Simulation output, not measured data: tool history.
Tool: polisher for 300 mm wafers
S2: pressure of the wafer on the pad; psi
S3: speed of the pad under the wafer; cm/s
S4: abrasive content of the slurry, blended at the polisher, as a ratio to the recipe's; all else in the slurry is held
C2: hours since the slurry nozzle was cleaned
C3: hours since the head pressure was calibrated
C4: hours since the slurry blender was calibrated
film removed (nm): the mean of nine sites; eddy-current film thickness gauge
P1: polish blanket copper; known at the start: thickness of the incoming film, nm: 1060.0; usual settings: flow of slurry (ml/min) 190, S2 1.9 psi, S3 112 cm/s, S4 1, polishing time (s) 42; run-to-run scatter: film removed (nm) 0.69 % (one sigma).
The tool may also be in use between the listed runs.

{"run": 1, "hour": 15.6, "flow of slurry (ml/min)": 190, "S2": 1.9, "S3": 112, "S4": 1, "polishing time (s)": 42, "wafers polished on this pad": 291, "C2": 244.9, "C3": 410.8, "C4": 168.7, "film removed (nm)": 100.14}
{"run": 2, "hour": 29.2, "flow of slurry (ml/min)": 190, "S2": 1.9, "S3": 112, "S4": 1, "polishing time (s)": 19, "wafers polished on this pad": 492, "C2": 258.5, "C3": 424.4, "C4": 182.3, "film removed (nm)": 45.342}
{"run": 3, "hour": 44.6, "flow of slurry (ml/min)": 190, "S2": 1.1, "S3": 112, "S4": 1, "polishing time (s)": 42, "wafers polished on this pad": 720, "C2": 273.9, "C3": 439.8, "C4": 197.7, "film removed (nm)": 58.022}
{"run": 4, "hour": 57.0, "flow of slurry (ml/min)": 190, "S2": 1.9, "S3": 54, "S4": 1, "polishing time (s)": 42, "wafers polished on this pad": 903, "C2": 286.3, "C3": 452.2, "C4": 210.1, "film removed (nm)": 48.825}
{"run": 5, "hour": 67.5, "flow of slurry (ml/min)": 190, "S2": 1.9, "S3": 112, "S4": 1, "polishing time (s)": 42, "wafers polished on this pad": 1058, "C2": 296.8, "C3": 462.7, "C4": 220.6, "film removed (nm)": 101.26}
{"run": 6, "hour": 79.2, "flow of slurry (ml/min)": 190, "S2": 1.9, "S3": 112, "S4": 1, "polishing time (s)": 67, "wafers polished on this pad": 1231, "C2": 308.5, "C3": 474.4, "C4": 232.3, "film removed (nm)": 161.01}
{"run": 7, "hour": 91.6, "flow of slurry (ml/min)": 190, "S2": 1.9, "S3": 112, "S4": 1, "polishing time (s)": 42, "wafers polished on this pad": 1414, "C2": 320.9, "C3": 486.8, "C4": 244.7, "film removed (nm)": 101.23}
{"run": 8, "hour": 102.1, "flow of slurry (ml/min)": 190, "S2": 1.9, "S3": 112, "S4": 0.55, "polishing time (s)": 42, "wafers polished on this pad": 1570, "C2": 331.4, "C3": 497.3, "C4": 255.2, "film removed (nm)": 88.293}
{"hour": 104.5, "done": "slurry blender recalibrated"}
{"run": 9, "hour": 114.8, "flow of slurry (ml/min)": 190, "S2": 1.9, "S3": 112, "S4": 1, "polishing time (s)": 42, "wafers polished on this pad": 1757, "C2": 344.1, "C3": 510, "C4": 10.4, "film removed (nm)": 100.76}
{"hour": 124.4, "done": "head pressure recalibrated"}
{"run": 10, "hour": 125.2, "flow of slurry (ml/min)": 190, "S2": 1.9, "S3": 112, "S4": 1.5, "polishing time (s)": 42, "wafers polished on this pad": 1911, "C2": 354.5, "C3": 0.8, "C4": 20.8, "film removed (nm)": 110.28}
{"run": 11, "hour": 139.3, "flow of slurry (ml/min)": 115, "S2": 1.9, "S3": 112, "S4": 1, "polishing time (s)": 53, "wafers polished on this pad": 2119, "C2": 368.6, "C3": 14.9, "C4": 34.9, "film removed (nm)": 116.92}
{"run": 12, "hour": 153.9, "flow of slurry (ml/min)": 190, "S2": 1.9, "S3": 112, "S4": 1, "polishing time (s)": 42, "wafers polished on this pad": 2335, "C2": 383.2, "C3": 29.5, "C4": 49.5, "film removed (nm)": 101.13}
{"run": 13, "hour": 169.8, "flow of slurry (ml/min)": 190, "S2": 2.9, "S3": 112, "S4": 1, "polishing time (s)": 42, "wafers polished on this pad": 2570, "C2": 399.1, "C3": 45.4, "C4": 65.4, "film removed (nm)": 153.61}
{"run": 14, "hour": 181.1, "flow of slurry (ml/min)": 115, "S2": 1.9, "S3": 112, "S4": 1, "polishing time (s)": 42, "wafers polished on this pad": 2737, "C2": 410.4, "C3": 56.7, "C4": 76.7, "film removed (nm)": 91.199}
{"hour": 185.9, "done": "slurry nozzle cleaned"}
{"run": 15, "hour": 189.1, "flow of slurry (ml/min)": 190, "S2": 1.9, "S3": 178, "S4": 1, "polishing time (s)": 42, "wafers polished on this pad": 2855, "C2": 3.2, "C3": 64.7, "C4": 84.7, "film removed (nm)": 160.01}

Run 16 comes next. What will it give?
{"run": 16, "hour": 198.2, "flow of slurry (ml/min)": 240, "S2": 1.9, "S3": 112, "S4": 1, "polishing time (s)": 42, "wafers polished on this pad": 2989, "C2": 12.3, "C3": 73.8, "C4": 93.8, "film removed (nm)": "?"}

film removed (nm): 104.51

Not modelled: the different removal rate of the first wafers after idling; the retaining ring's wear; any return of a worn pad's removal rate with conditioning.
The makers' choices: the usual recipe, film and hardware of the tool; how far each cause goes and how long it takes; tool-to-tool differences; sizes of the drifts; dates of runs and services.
